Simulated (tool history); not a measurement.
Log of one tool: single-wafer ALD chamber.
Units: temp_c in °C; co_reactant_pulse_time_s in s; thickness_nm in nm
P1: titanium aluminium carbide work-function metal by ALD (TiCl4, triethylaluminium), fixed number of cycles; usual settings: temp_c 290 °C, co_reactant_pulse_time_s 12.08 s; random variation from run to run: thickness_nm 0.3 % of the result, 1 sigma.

run	hour	temp_c	co_reactant_pulse_time_s	hours since the last thermocouple change	hours since the last triethylaluminium bottle change	thickness_nm
1	4.5	290	12.08	594.3	1252.5	1.8879
2	10.7	290	5.39	600.5	1258.7	1.6265
3	17.2	309	5.22	607	1265.2	1.7467
4	23.5	290	12.08	613.3	1271.5	1.8867
5	33	311	16.84	622.8	1281	2.1028
6	38.5	290	12.08	628.3	1286.5	1.8989
7	46.6	290	12.08	636.4	1294.6	1.9023
8	51.9	267	12.08	641.7	1299.9	1.6943
9	61.4	309	16.25	651.2	1309.4	2.1016
10	70.1	290	12.08	659.9	1318.1	1.8939
11	77.4	290	19.24	667.2	1325.4	1.9288
12	85	314	12.08	674.8	1333	2.0939
13	89.7	290	12.08	679.5	1337.7	1.889
14	95.3	290	12.08	685.1	1343.3	1.8687
15	101.8	290	12.08	691.6	1349.8	1.8638
16	107	290	12.08	696.8	1355	1.8588
17	113.8	290	12.08	703.6	1361.8	1.8537
18	121.2	290	12.08	711	1369.2	1.8472
19	130.1	290	12.08	719.9	1378.1	1.8493
20	134.5	290	12.08	724.3	1382.5	1.85

What P1 gives has crept away from where it was. These 2 causes fit the log equally well, each at the size given:
A: triethylaluminium dose below that of a fresh bottle (%) = 22.4
B: wafer temperature below the value expected at the setpoint (K) = 5.43
The creep began at about hour 89.7.

4 check runs are offered, one wafer each, their results left as question marks. Which one tells the causes apart?
check 1	138.9	312	12.08			?
check 2	138.9	313	12.08			?
check 3	138.9	271	12.08			?
check 4	138.9	280	6.48			?

What each check would give under each cause:
check	result	if A	if B
check 1	thickness_nm	2.0352	2.0388
check 2	thickness_nm	2.0437	2.0474
check 3	thickness_nm	1.6935	1.6904
check 4	thickness_nm	1.515	1.6015
How far apart the two closest causes lie, in the result that separates them most: check 1 0.18 %; check 2 0.18 %; check 3 0.18 %; check 4 5.55 %
Only check 4 tells the causes apart: in the others they would give nearly the same result.

Check 4 was then run and gave: thickness_nm 1.6001 nm. Which cause is it?

It is B: wafer temperature below the value expected at the setpoint (K).
